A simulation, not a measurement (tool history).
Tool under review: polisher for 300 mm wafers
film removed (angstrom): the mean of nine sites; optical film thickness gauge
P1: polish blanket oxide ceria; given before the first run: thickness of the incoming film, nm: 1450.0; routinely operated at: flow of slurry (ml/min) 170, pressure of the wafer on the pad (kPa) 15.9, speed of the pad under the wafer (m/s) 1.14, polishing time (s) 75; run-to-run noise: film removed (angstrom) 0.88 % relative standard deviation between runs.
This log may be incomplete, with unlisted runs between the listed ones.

run	hour	flow of slurry (ml/min)	pressure of the wafer on the pad (kPa)	speed of the pad under the wafer (m/s)	polishing time (s)	wafers polished on this pad	hours since the slurry nozzle was cleaned	hours since the head pressure was calibrated	film removed (angstrom)
1	7.3	170	15.9	1.14	75	631	142.9	135.4	2252.5
2	14	170	15.9	0.74	43	681	149.6	142.1	838.7
3	19.2	170	6.9	1.14	75	720	154.8	147.3	966.29
# hour 26.5: head pressure recalibrated
4	28.1	170	15.9	1.14	75	787	163.7	1.6	2204.6
5	34.5	170	15.9	1.14	36	836	170.1	8	1068.6
6	39.3	170	15.9	0.52	75	872	174.9	12.8	1007.5
7	48.4	170	15.9	1.14	75	940	184	21.9	2246.4
8	57.9	170	23.4	1.14	75	1012	193.5	31.4	3334.8
9	65	170	15.9	1.14	116	1065	200.6	38.5	3450.6
10	69.6	100	15.9	1.14	75	1100	205.2	43.1	1990.1
11	78.5	170	15.9	1.14	75	1166	214.1	52	2231.2
12	88	250	15.9	1.14	75	1238	223.6	61.5	2371.6
13	94.5	170	15.9	1.8	75	1287	230.1	68	3561.4
14	99.5	170	15.9	1.14	75	1324	235.1	73	2249.2
15	105	170	15.9	1.14	75	1366	240.6	78.5	2234.4
16	113.9	170	15.9	1.14	75	1433	249.5	87.4	2195.2
17	119.5	170	15.9	1.14	75	1475	255.1	93	2154.9
18	124.3	170	15.9	1.14	75	1511	259.9	97.8	2142.9
# hour 131: worn pad replaced by a new one
19	133.5	170	15.9	1.14	75	18	269.1	107	2113.9
20	140.8	170	15.9	1.14	75	73	276.4	114.3	2112.9
21	149	170	15.9	1.14	75	135	284.6	122.5	2101.3

The next listed run, before its measurement:
22	158.4	170	15.9	1.14	75	206	294	131.9	?

Run 22 gave film removed (angstrom) 2089.2.
